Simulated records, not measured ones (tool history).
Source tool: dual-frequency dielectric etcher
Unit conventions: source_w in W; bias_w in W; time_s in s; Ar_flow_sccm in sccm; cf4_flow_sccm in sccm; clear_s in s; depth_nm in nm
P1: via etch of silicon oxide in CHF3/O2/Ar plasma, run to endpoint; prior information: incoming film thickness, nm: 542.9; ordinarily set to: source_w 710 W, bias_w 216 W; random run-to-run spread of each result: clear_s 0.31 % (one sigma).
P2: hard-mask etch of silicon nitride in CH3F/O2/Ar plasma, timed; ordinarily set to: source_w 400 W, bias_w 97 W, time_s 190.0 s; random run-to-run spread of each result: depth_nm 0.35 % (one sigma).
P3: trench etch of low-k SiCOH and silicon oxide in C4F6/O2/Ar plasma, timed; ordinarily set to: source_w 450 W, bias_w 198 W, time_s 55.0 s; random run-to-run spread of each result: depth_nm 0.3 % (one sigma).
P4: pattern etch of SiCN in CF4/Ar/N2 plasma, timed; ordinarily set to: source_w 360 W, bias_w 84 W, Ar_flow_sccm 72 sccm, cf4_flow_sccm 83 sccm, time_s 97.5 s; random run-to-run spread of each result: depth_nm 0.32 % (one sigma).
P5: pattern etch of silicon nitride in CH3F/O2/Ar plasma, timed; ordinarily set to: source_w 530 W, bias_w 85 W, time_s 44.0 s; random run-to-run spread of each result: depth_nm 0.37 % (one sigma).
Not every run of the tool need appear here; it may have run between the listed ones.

run	day	process	source_w	bias_w	time_s	Ar_flow_sccm	cf4_flow_sccm	clear_s	depth_nm
1	0.212	P1	710	216				237.36	
2	0.371	P5	530	120	44.0				40.198
3	0.579	P4	360	84	97.5	72	105		85.208
4	0.792	P1	710	216				236.78	
5	0.938	P4	360	84	97.5	43	83		87.830
6	1.158	P2	400	133	190.0				160.490
7	1.383	P1	1010	216				207.77	
8	1.504	P3	450	198	55.0				184.140
9	1.738	P1	710	292				213.30	
10	1.967	P4	360	59	97.5	72	83		74.451
11	2.083	P5	530	85	27.0				21.795
12	2.233	P1	710	216				238.87	
13	2.396	P1	870	253				208.81	
14	2.538	P1	840	154				248.93	
15	2.662	P1	710	216				237.28	
16	2.862	P1	710	216				237.86	
# day 2.933: source power generator calibrated
17	3.075	P3	450	198	55.0				184.930
18	3.250	P5	530	85	44.0				35.364
19	3.462	P3	450	263	55.0				203.620
20	3.642	P2	400	97	190.0				142.810
21	3.792	P4	470	84	97.5	72	83		105.270
22	3.896	P1	430	216				286.56	
23	4.092	P1	710	154				264.54	
24	4.254	P2	260	97	190.0				121.600
25	4.479	P3	450	198	72.0				241.680
26	4.617	P2	400	97	190.0				141.980
27	4.842	P4	360	84	138.0	72	83		118.110
28	5.033	P3	280	198	55.0				154.330
29	5.217	P4	360	84	97.5	72	83		83.114
30	5.362	P5	310	85	44.0				29.011
31	5.583	P2	400	97	115.5				85.857
32	5.775	P1	710	216				236.96	
33	5.921	P1	710	216				236.11	
34	6.121	P1	710	216				233.62	
35	6.354	P1	710	216				234.30	
36	6.512	P1	710	216				234.20	
# day 6.638: wet clean of the chamber
37	6.675	P1	710	216				233.57	
38	6.879	P1	710	216				234.61	
39	7.004	P1	710	216				232.81	
40	7.117	P1	710	216				233.94	
41	7.258	P1	710	216				234.02	

P1 has crept away from where it was. The log is fitted equally well by each of these 2 causes, at the sizes shown:
A: bias power that arrives over what is set, % = 4.62
B: source power that arrives over what is set, % = 4.19
The gradual shift began around day 5.775.
What rules out each remaining cause:
chamber walls in a state that raises the etch rate, %: serviced at day 6.638, after the drift had started, without restoring the earlier output

Of the 4 check runs below, each run on 2 wafers with the results averaged and each result still a question mark, which one would tell the listed causes apart?
check 1	7.400	P4	360	84	97.5	72	100		?
check 2	7.400	P2	270	97	190.0				?
check 3	7.400	P3	310	245	55.0				?
check 4	7.400	P5	380	117	44.0				?

If the cause were each of the candidates in turn, the checks would give the following:
check	result	if A	if B
check 1	depth_nm	86.245	88.088
check 2	depth_nm	124.880	124.650
check 3	depth_nm	174.970	174.990
check 4	depth_nm	35.780	35.708
Per check, the gap between the least separated pair of causes, taken in the result that splits them most: check 1 2.11 %; check 2 0.18 %; check 3 0.01 %; check 4 0.2 %
Check 1 is the one run that separates the causes; every other check would come out nearly the same whichever cause is at work.

Check 1 was carried out, with these results: depth_nm 86.652 nm. Which of the listed causes is responsible?

It is A: bias power that arrives over what is set, %.
